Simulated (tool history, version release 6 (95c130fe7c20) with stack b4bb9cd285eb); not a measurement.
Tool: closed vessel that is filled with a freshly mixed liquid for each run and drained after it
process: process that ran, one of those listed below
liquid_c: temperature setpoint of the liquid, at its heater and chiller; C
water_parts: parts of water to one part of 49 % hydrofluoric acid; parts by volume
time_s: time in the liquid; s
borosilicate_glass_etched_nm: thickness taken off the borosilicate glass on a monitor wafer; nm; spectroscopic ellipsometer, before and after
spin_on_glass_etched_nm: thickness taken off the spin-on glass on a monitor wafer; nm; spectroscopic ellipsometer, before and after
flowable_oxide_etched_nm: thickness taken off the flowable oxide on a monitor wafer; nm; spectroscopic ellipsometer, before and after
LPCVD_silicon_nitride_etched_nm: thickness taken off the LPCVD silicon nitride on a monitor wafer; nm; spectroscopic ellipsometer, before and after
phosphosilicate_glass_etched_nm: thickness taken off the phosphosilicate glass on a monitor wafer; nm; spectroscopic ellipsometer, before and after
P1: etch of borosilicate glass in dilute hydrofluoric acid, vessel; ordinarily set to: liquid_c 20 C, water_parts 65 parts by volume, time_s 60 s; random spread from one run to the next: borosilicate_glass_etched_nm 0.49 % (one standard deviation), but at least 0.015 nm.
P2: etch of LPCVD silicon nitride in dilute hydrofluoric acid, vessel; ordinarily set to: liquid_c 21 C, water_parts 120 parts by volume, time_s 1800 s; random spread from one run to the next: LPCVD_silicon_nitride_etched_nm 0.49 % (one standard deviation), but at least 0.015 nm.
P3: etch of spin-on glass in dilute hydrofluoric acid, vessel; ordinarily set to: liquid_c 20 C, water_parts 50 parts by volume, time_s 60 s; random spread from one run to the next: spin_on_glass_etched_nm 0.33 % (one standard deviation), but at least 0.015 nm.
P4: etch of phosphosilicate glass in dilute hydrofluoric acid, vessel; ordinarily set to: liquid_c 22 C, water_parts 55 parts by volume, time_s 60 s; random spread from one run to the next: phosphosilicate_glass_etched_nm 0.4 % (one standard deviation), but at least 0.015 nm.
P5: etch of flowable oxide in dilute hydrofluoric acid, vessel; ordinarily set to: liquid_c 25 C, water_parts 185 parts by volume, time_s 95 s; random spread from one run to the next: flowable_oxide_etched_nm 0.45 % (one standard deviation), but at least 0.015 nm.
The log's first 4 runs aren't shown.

run     day  process  liquid_c  water_parts  time_s  hours since the thermometer was replaced  hours since the hydrofluoric acid flow meter was replaced  borosilicate_glass_etched_nm  spin_on_glass_etched_nm  flowable_oxide_etched_nm  LPCVD_silicon_nitride_etched_nm  phosphosilicate_glass_etched_nm
  5   2.221       P5        33          185      95                                     190.1                                                      280.4                                                                            29.37
  6   2.692       P1        20           95      60                                     201.4                                                      291.7                        12.132
  7   3.008       P2      28.5          120    1800                                       209                                                      299.3                                                                                                            8.8992
  8   3.271       P4        22           55      60                                     215.3                                                      305.6                                                                                                                                             63.436
  9   3.792       P3        20           50     115                                     227.8                                                      318.1                                                 137.31
 10   4.246       P1        20           65      35                                     238.7                                                        329                        10.789
 11   4.625       P1        28           65      60                                     247.8                                                      338.1                        25.471
 12   5.096       P1        20           65      85                                     259.1                                                      349.4                        26.172
 13   5.425       P3        20           50      60                                       267                                                      357.3                                                 71.516
 14   5.796       P1        20          105      30                                     275.9                                                      366.2                         5.453
 15   6.142       P1        20           65      60                                     284.2                                                      374.5                        18.556
 16   6.592       P5        25          185     155                                       295                                                      385.3                                                                           36.367
 17   6.946       P1        17           20      60                                     303.5                                                      393.8                         55.01
 18   7.358       P2        21          120    1800                                     313.4                                                      403.7                                                                                                            5.5386
 19   7.888       P3        20           90      60                                     326.1                                                      416.4                                                 37.954
 20   8.338       P4        18           55      60                                     336.9                                                      427.2                                                                                                                                             53.162
 21   8.696       P1        20           65      60                                     345.5                                                      435.8                         18.41
 22   9.167       P5        25          185      95                                     356.8                                                      447.1                                                                           22.205
 23   9.633       P1        20           65      60                                       368                                                      458.3                        18.446
 24  10.171       P2        21          120    1800                                     380.9                                                      471.2                                                                                                             5.447

Estimate the outcome of run 25 from the log above:
 25  10.458       P2        21          120      75                                     387.8                                                      478.1                                                                                                                 ?

{"run 25": {"LPCVD_silicon_nitride_etched_nm": 0.21566}}

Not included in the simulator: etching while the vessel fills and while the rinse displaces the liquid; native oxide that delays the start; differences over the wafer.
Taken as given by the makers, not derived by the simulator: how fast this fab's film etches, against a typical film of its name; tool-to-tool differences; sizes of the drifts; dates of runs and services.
